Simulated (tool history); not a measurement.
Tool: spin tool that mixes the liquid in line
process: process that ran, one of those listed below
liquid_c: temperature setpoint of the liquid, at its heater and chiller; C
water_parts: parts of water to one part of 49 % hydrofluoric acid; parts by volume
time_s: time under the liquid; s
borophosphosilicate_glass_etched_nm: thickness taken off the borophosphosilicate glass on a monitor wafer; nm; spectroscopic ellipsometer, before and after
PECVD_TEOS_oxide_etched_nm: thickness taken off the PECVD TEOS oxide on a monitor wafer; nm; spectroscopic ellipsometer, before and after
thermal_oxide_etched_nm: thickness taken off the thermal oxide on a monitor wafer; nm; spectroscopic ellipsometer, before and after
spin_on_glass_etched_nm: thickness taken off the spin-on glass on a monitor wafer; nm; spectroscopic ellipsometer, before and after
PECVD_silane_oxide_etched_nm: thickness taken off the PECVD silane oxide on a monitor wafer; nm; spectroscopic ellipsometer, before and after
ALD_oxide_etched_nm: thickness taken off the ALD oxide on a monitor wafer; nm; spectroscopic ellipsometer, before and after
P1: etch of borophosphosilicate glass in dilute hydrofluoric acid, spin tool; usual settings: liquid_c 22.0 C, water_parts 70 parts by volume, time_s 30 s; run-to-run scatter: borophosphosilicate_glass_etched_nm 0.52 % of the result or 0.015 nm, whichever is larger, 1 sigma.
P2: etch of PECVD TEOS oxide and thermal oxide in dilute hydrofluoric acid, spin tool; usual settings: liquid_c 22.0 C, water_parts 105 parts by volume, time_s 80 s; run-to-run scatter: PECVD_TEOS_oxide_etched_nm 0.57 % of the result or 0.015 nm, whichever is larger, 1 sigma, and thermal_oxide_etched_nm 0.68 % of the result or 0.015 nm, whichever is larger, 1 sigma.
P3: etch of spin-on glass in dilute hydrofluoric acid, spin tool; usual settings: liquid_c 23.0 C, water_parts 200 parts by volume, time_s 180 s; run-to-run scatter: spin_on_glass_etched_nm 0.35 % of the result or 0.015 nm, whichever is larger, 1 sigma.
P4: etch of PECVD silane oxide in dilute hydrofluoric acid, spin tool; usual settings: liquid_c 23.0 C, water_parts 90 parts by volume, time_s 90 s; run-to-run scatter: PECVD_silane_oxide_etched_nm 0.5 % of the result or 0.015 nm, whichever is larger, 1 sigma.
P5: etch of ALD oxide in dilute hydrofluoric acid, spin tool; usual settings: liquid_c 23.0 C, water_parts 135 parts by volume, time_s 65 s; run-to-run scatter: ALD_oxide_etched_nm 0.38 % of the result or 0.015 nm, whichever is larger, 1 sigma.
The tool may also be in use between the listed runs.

run,hour,process,liquid_c,water_parts,time_s,hours since the thermometer was replaced,hours since the hydrofluoric acid flow meter was replaced,borophosphosilicate_glass_etched_nm,PECVD_TEOS_oxide_etched_nm,thermal_oxide_etched_nm,spin_on_glass_etched_nm,PECVD_silane_oxide_etched_nm,ALD_oxide_etched_nm
1,7.0,P1,22.0,70,30,468.8,889.1,22.991,,,,,
2,12.8,P2,17.0,105,80,474.6,894.9,,5.9188,2.79230,,,
3,21.6,P3,23.0,200,280,483.4,903.7,,,,26.7230,,
4,29.1,P4,23.0,90,90,490.9,911.2,,,,,35.2480,
5,36.4,P3,23.0,355,180,498.2,918.5,,,,8.2998,,
6,41.6,P1,22.0,70,15,503.4,923.7,11.668,,,,,
7,46.8,P1,22.0,70,55,508.6,928.9,42.621,,,,,
8,54.7,P4,23.0,90,15,516.5,936.8,,,,,5.9329,
9,62.7,P3,23.0,200,180,524.5,944.8,,,,17.0880,,
10,70.2,P1,22.0,70,30,532.0,952.3,23.098,,,,,
11,77.1,P1,17.0,70,30,538.9,959.2,18.724,,,,,
12,87.1,P5,23.0,135,120,548.9,969.2,,,,,,13.5990
13,97.6,P4,28.5,90,90,559.4,979.7,,,,,43.8260,
14,105.3,P5,23.0,135,65,567.1,987.4,,,,,,7.3557
15,110.8,P2,22.0,25,80,572.6,992.9,,33.7700,15.79300,,,
16,115.7,P1,22.0,70,30,577.5,997.8,23.087,,,,,
17,124.2,P1,28.5,70,30,586.0,1006.3,30.170,,,,,
18,130.9,P1,22.0,70,30,592.7,1013.0,23.065,,,,,
19,138.9,P5,23.0,135,65,600.7,1021.0,,,,,,7.3467
20,143.8,P2,22.0,105,80,605.6,1025.9,,7.1817,3.39170,,,
21,152.5,P1,17.0,100,30,614.3,1034.6,12.623,,,,,
22,160.1,P1,22.0,70,30,621.9,1042.2,23.158,,,,,
23,165.3,P1,22.0,70,30,627.1,1047.4,23.227,,,,,
24,170.1,P2,22.0,105,80,631.9,1052.2,,7.2520,3.42210,,,
25,177.9,P1,22.0,70,30,639.7,1060.0,23.212,,,,,
26,188.4,P3,30.0,200,180,650.2,1070.5,,,,22.0780,,

Run 27 comes next. What will it give?
27,198.9,P2,22.0,105,20,660.7,1081.0,,?,?,,,

{"run 27": {"PECVD_TEOS_oxide_etched_nm": 1.8269, "thermal_oxide_etched_nm": 0.84935}}

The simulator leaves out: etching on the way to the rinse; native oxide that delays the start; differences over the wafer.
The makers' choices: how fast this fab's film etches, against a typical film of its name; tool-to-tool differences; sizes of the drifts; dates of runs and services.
